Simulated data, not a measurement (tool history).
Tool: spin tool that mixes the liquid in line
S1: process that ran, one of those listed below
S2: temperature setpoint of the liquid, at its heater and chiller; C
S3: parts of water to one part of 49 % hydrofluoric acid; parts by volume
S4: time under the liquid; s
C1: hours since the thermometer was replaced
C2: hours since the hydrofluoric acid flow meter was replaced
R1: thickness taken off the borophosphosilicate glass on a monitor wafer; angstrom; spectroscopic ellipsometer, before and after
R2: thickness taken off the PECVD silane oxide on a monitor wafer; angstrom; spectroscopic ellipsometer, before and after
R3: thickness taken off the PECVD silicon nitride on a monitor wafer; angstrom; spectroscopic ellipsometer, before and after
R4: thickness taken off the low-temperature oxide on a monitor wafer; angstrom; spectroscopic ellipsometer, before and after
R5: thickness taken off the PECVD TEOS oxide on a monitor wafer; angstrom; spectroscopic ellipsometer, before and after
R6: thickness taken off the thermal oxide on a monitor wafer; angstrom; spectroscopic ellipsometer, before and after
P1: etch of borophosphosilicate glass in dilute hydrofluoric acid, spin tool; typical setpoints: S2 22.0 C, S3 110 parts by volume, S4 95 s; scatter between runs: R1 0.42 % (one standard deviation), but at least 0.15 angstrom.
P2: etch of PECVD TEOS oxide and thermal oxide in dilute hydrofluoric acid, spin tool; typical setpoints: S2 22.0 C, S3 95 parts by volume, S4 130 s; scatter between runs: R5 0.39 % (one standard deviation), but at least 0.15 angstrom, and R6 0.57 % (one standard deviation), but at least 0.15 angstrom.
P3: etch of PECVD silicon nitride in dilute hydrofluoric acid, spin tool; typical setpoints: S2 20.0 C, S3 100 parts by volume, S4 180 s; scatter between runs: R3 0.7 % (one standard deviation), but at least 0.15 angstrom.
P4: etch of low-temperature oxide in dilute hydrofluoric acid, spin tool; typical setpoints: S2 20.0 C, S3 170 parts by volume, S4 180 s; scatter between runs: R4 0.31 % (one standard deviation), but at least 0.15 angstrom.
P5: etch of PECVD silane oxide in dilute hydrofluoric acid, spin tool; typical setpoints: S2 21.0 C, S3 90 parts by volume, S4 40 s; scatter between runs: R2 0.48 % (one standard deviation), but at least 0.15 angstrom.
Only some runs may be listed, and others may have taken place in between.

run	day	S1	S2	S3	S4	C1	C2	R1	R2	R3	R4	R5	R6
1	0.550	P1	22.0	110	95	761.6	455.5	571.33					
2	0.871	P1	25.5	110	95	769.3	463.2	660.85					
3	1.333	P5	21.0	90	15	780.4	474.3		49.613				
4	1.929	P1	22.0	110	140	794.7	488.6	843.86					
5	2.400	P1	22.0	110	95	806.0	499.9	572.55					
6	2.992	P5	25.0	90	40	820.2	514.1		154.130				
7	3.654	P1	17.0	110	95	836.1	530.0	466.19					
8	4.188	P1	22.0	155	95	848.9	542.8	383.78					
9	4.825	P3	20.0	100	180	864.2	558.1			33.672			
10	5.262	P3	20.0	100	180	874.7	568.6			33.976			
11	5.629	P4	20.0	170	90	883.5	577.4				147.13		
12	5.933	P2	22.0	165	130	890.8	584.7					117.67	30.716
13	6.333	P1	22.0	60	95	900.4	594.3	1104.10					
14	6.642	P4	20.0	170	180	907.8	601.7				291.89		
15	7.033	P4	20.0	170	180	917.2	611.1				293.63		
16	7.546	P1	22.0	110	95	929.5	623.4	573.65					
17	8.092	P1	22.0	110	40	942.6	636.5	239.53					
18	8.442	P3	20.0	100	340	951.0	644.9			64.383			
19	8.729	P1	22.0	35	165	957.9	651.8	3428.80					
# day 8.912: hydrofluoric acid flow meter replaced
20	9.154	P2	22.0	95	265	968.1	5.8					451.55	117.420
21	9.754	P3	17.0	100	180	982.5	20.2			27.745			
22	10.088	P4	20.0	310	180	990.5	28.2				141.35		
23	10.421	P1	27.5	110	170	998.5	36.2	1263.70					
24	10.967	P3	20.0	150	180	1011.6	49.3			23.072			
25	11.450	P1	22.0	110	95	1023.2	60.9	571.26					
26	11.967	P2	22.0	95	130	1035.6	73.3					221.68	57.842
27	12.550	P5	21.0	90	40	1049.6	87.3		131.630				
28	13.033	P2	22.0	95	130	1061.2	98.9					221.81	57.268
29	13.679	P4	26.0	170	180	1076.7	114.4				370.98		
30	14.233	P5	21.0	125	40	1090.0	127.7		91.532				
31	14.575	P1	22.0	110	95	1098.2	135.9	574.28					
32	14.900	P2	26.5	95	130	1106.0	143.7					264.77	68.721
33	15.517	P1	17.0	110	175	1120.8	158.5	864.37					
34	15.929	P1	22.0	110	95	1130.7	168.4	569.85					
35	16.404	P1	22.0	110	95	1142.1	179.8	588.24					
36	16.971	P1	22.0	110	95	1155.7	193.4	602.36					
37	17.517	P1	22.0	110	95	1168.8	206.5	604.57					
38	17.875	P1	22.0	110	95	1177.4	215.1	609.24					
39	18.196	P1	22.0	110	95	1185.1	222.8	611.63					
40	18.779	P1	22.0	110	95	1199.1	236.8	611.54					
41	19.425	P1	22.0	110	95	1214.6	252.3	613.04					

P1 no longer gives what it gave before; its output has crept away from where it was. The following 2 causes, each at its listed size, fit the log equally well:
A: liquid hotter than its thermometer reads (K) = 1.68
B: hydrofluoric acid flow above the setpoint (%) = 6.11
The drift started at roughly day 15.929.

Which of the check runs below tells the causes apart, meaning the causes would give it clearly different results? Each run uses 2 wafers whose results are averaged, and each result is shown as a question mark.
check 1	20.071	P4	20.0	170	180						?		
check 2	20.071	P5	21.0	90	40				?				
check 3	20.071	P3	20.0	100	180					?			
check 4	20.071	P2	22.0	95	130							?	?

Outcome of each check run for each possible cause:
check	result	if A	if B
check 1	R4	313.93	315.13
check 2	R2	140.910	140.490
check 3	R3	38.183	36.115
check 4	R5	237.15	236.74
check 4	R6	61.600	61.494
Per-check spread between the two closest causes, in the result where they differ most: check 1 0.38 %; check 2 0.3 %; check 3 5.57 %; check 4 0.17 %
Check 3 tells the causes apart: in the others they would give nearly the same result.

Check 3 was carried out, with these results: R3 36.237 angstrom. Which of the listed causes is responsible?

Of the candidate causes, it is B: hydrofluoric acid flow above the setpoint (%).

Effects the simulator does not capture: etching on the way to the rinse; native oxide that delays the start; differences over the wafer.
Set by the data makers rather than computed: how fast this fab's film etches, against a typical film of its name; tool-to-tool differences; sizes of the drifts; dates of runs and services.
